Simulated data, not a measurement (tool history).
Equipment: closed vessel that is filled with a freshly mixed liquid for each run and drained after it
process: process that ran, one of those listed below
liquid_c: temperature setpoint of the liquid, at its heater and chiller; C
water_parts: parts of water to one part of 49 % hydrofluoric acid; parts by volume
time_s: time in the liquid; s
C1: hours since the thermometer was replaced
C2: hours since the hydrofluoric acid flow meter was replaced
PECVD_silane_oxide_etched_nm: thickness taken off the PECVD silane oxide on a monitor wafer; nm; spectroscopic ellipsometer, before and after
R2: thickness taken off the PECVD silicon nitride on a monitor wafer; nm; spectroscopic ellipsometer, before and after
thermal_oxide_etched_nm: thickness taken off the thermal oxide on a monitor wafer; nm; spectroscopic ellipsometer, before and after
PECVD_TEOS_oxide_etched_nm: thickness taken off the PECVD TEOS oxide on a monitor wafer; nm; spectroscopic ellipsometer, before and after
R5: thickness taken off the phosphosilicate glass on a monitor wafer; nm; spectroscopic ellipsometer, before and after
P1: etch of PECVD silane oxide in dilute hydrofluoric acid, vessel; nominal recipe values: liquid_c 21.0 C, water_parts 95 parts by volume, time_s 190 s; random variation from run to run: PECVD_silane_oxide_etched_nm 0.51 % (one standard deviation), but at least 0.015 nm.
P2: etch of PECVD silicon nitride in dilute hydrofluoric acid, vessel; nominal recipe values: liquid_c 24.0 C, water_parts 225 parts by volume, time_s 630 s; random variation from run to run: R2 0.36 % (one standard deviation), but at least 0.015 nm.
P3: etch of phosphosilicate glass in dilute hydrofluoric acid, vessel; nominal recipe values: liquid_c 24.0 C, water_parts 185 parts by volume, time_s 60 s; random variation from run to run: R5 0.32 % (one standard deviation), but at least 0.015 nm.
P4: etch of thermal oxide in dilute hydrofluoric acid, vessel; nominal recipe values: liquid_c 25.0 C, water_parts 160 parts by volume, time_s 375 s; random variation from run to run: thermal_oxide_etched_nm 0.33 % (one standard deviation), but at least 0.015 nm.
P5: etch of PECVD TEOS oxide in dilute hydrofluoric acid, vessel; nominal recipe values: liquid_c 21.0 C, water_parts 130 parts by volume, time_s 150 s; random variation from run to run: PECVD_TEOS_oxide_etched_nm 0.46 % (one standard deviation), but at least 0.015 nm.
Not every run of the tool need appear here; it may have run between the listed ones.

{"run": 1, "hour": 9.0, "process": "P1", "liquid_c": 21.0, "water_parts": 95, "time_s": 190, "C1": 850.0, "C2": 327.7, "PECVD_silane_oxide_etched_nm": 59.826}
{"run": 2, "hour": 17.7, "process": "P1", "liquid_c": 21.0, "water_parts": 95, "time_s": 30, "C1": 858.7, "C2": 336.4, "PECVD_silane_oxide_etched_nm": 9.3857}
{"run": 3, "hour": 25.4, "process": "P2", "liquid_c": 24.0, "water_parts": 225, "time_s": 85, "C1": 866.4, "C2": 344.1, "R2": 2.1722}
{"run": 4, "hour": 37.5, "process": "P4", "liquid_c": 25.0, "water_parts": 160, "time_s": 730, "C1": 878.5, "C2": 356.2, "thermal_oxide_etched_nm": 20.563}
{"run": 5, "hour": 48.8, "process": "P1", "liquid_c": 21.0, "water_parts": 35, "time_s": 190, "C1": 889.8, "C2": 367.5, "PECVD_silane_oxide_etched_nm": 174.2}
{"run": 6, "hour": 57.7, "process": "P5", "liquid_c": 27.5, "water_parts": 130, "time_s": 150, "C1": 898.7, "C2": 376.4, "PECVD_TEOS_oxide_etched_nm": 10.741}
{"run": 7, "hour": 70.1, "process": "P1", "liquid_c": 27.0, "water_parts": 25, "time_s": 190, "C1": 911.1, "C2": 388.8, "PECVD_silane_oxide_etched_nm": 316.04}
{"run": 8, "hour": 77.7, "process": "P1", "liquid_c": 21.0, "water_parts": 95, "time_s": 300, "C1": 918.7, "C2": 396.4, "PECVD_silane_oxide_etched_nm": 94.133}
{"run": 9, "hour": 83.9, "process": "P5", "liquid_c": 21.0, "water_parts": 70, "time_s": 150, "C1": 924.9, "C2": 402.6, "PECVD_TEOS_oxide_etched_nm": 16.652}
{"run": 10, "hour": 95.1, "process": "P1", "liquid_c": 21.0, "water_parts": 95, "time_s": 190, "C1": 936.1, "C2": 413.8, "PECVD_silane_oxide_etched_nm": 59.217}
{"run": 11, "hour": 107.2, "process": "P4", "liquid_c": 32.5, "water_parts": 160, "time_s": 375, "C1": 948.2, "C2": 425.9, "thermal_oxide_etched_nm": 13.896}
{"run": 12, "hour": 117.5, "process": "P3", "liquid_c": 24.0, "water_parts": 185, "time_s": 60, "C1": 958.5, "C2": 436.2, "R5": 20.721}
{"run": 13, "hour": 130.3, "process": "P2", "liquid_c": 24.0, "water_parts": 385, "time_s": 630, "C1": 971.3, "C2": 449.0, "R2": 9.4961}
{"run": 14, "hour": 137.4, "process": "P1", "liquid_c": 21.0, "water_parts": 95, "time_s": 190, "C1": 978.4, "C2": 456.1, "PECVD_silane_oxide_etched_nm": 59.202}
{"run": 15, "hour": 150.0, "process": "P1", "liquid_c": 27.5, "water_parts": 95, "time_s": 45, "C1": 991.0, "C2": 468.7, "PECVD_silane_oxide_etched_nm": 18.204}
{"run": 16, "hour": 157.4, "process": "P2", "liquid_c": 24.0, "water_parts": 225, "time_s": 630, "C1": 998.4, "C2": 476.1, "R2": 16.18}
{"run": 17, "hour": 164.9, "process": "P1", "liquid_c": 21.0, "water_parts": 95, "time_s": 190, "C1": 1005.9, "C2": 483.6, "PECVD_silane_oxide_etched_nm": 59.699}
{"hour": 176.0, "done": "hydrofluoric acid flow meter replaced"}
{"run": 18, "hour": 176.9, "process": "P4", "liquid_c": 25.0, "water_parts": 160, "time_s": 375, "C1": 1017.9, "C2": 0.9, "thermal_oxide_etched_nm": 10.593}
{"run": 19, "hour": 188.7, "process": "P1", "liquid_c": 21.0, "water_parts": 95, "time_s": 190, "C1": 1029.7, "C2": 12.7, "PECVD_silane_oxide_etched_nm": 59.247}
{"run": 20, "hour": 198.2, "process": "P3", "liquid_c": 24.0, "water_parts": 185, "time_s": 100, "C1": 1039.2, "C2": 22.2, "R5": 34.509}
{"run": 21, "hour": 204.1, "process": "P5", "liquid_c": 21.0, "water_parts": 130, "time_s": 30, "C1": 1045.1, "C2": 28.1, "PECVD_TEOS_oxide_etched_nm": 1.6801}
{"run": 22, "hour": 217.1, "process": "P3", "liquid_c": 17.0, "water_parts": 185, "time_s": 60, "C1": 1058.1, "C2": 41.1, "R5": 15.792}
{"run": 23, "hour": 225.5, "process": "P1", "liquid_c": 17.0, "water_parts": 95, "time_s": 190, "C1": 1066.5, "C2": 49.5, "PECVD_silane_oxide_etched_nm": 50.699}
{"run": 24, "hour": 233.2, "process": "P2", "liquid_c": 17.0, "water_parts": 225, "time_s": 630, "C1": 1074.2, "C2": 57.2, "R2": 10.231}
{"run": 25, "hour": 241.6, "process": "P5", "liquid_c": 21.0, "water_parts": 130, "time_s": 150, "C1": 1082.6, "C2": 65.6, "PECVD_TEOS_oxide_etched_nm": 8.3665}
{"run": 26, "hour": 248.7, "process": "P1", "liquid_c": 21.0, "water_parts": 95, "time_s": 190, "C1": 1089.7, "C2": 72.7, "PECVD_silane_oxide_etched_nm": 59.245}
{"run": 27, "hour": 256.1, "process": "P4", "liquid_c": 25.0, "water_parts": 35, "time_s": 375, "C1": 1097.1, "C2": 80.1, "thermal_oxide_etched_nm": 56.81}
{"run": 28, "hour": 266.5, "process": "P3", "liquid_c": 24.0, "water_parts": 50, "time_s": 60, "C1": 1107.5, "C2": 90.5, "R5": 90.418}
{"run": 29, "hour": 275.2, "process": "P1", "liquid_c": 21.0, "water_parts": 140, "time_s": 190, "C1": 1116.2, "C2": 99.2, "PECVD_silane_oxide_etched_nm": 38.118}
{"run": 30, "hour": 285.3, "process": "P1", "liquid_c": 25.5, "water_parts": 95, "time_s": 190, "C1": 1126.3, "C2": 109.3, "PECVD_silane_oxide_etched_nm": 71.001}
{"run": 31, "hour": 297.4, "process": "P1", "liquid_c": 21.0, "water_parts": 95, "time_s": 190, "C1": 1138.4, "C2": 121.4, "PECVD_silane_oxide_etched_nm": 59.571}
{"run": 32, "hour": 306.1, "process": "P1", "liquid_c": 21.0, "water_parts": 95, "time_s": 190, "C1": 1147.1, "C2": 130.1, "PECVD_silane_oxide_etched_nm": 57.504}
{"run": 33, "hour": 317.9, "process": "P1", "liquid_c": 21.0, "water_parts": 95, "time_s": 190, "C1": 1158.9, "C2": 141.9, "PECVD_silane_oxide_etched_nm": 55.603}
{"run": 34, "hour": 331.0, "process": "P1", "liquid_c": 21.0, "water_parts": 95, "time_s": 190, "C1": 1172.0, "C2": 155.0, "PECVD_silane_oxide_etched_nm": 54.703}
{"run": 35, "hour": 341.7, "process": "P1", "liquid_c": 21.0, "water_parts": 95, "time_s": 190, "C1": 1182.7, "C2": 165.7, "PECVD_silane_oxide_etched_nm": 55.12}
{"run": 36, "hour": 347.8, "process": "P1", "liquid_c": 21.0, "water_parts": 95, "time_s": 190, "C1": 1188.8, "C2": 171.8, "PECVD_silane_oxide_etched_nm": 53.963}
{"run": 37, "hour": 355.2, "process": "P1", "liquid_c": 21.0, "water_parts": 95, "time_s": 190, "C1": 1196.2, "C2": 179.2, "PECVD_silane_oxide_etched_nm": 54.63}
{"run": 38, "hour": 367.5, "process": "P1", "liquid_c": 21.0, "water_parts": 95, "time_s": 190, "C1": 1208.5, "C2": 191.5, "PECVD_silane_oxide_etched_nm": 53.752}

What P1 gives has crept off from where it sat before. The 2 causes that follow fit the log equally well, each at the size noted:
A: liquid colder than its thermometer reads (K) = 2.25
B: hydrofluoric acid flow below the setpoint (%) = 7.97
The onset of the drift is placed at about hour 297.4.

Question marks stand in for the results of the 4 check runs listed below, each run on one wafer. Under which run would the listed causes show clearly different results?
{"run": "check 1", "hour": 379.8, "process": "P2", "liquid_c": 17.0, "water_parts": 225, "time_s": 630, "R2": "?"}
{"run": "check 2", "hour": 379.8, "process": "P3", "liquid_c": 17.5, "water_parts": 185, "time_s": 95, "R5": "?"}
{"run": "check 3", "hour": 379.8, "process": "P5", "liquid_c": 26.5, "water_parts": 130, "time_s": 60, "PECVD_TEOS_oxide_etched_nm": "?"}
{"run": "check 4", "hour": 379.8, "process": "P4", "liquid_c": 30.0, "water_parts": 70, "time_s": 375, "thermal_oxide_etched_nm": "?"}

What each check would give under each cause:
check=check_1 result=R2 if_A=8.8237 if_B=9.4907
check=check_2 result=R5 if_A=23.285 if_B=23.124
check=check_3 result=PECVD_TEOS_oxide_etched_nm if_A=3.7955 if_B=3.7544
check=check_4 result=thermal_oxide_etched_nm if_A=30.112 if_B=29.977
Distance between the nearest two causes, measured in the result of the check that separates them most: check 1 7.29 %; check 2 0.69 %; check 3 1.09 %; check 4 0.45 %
Check 1 is the one run that separates the causes; every other check would come out nearly the same whichever cause is at work.

With check 1 done, the readings were: R2 8.8167 nm. Identify which of the listed causes applies.

The correct cause is A, namely: liquid colder than its thermometer reads (K).
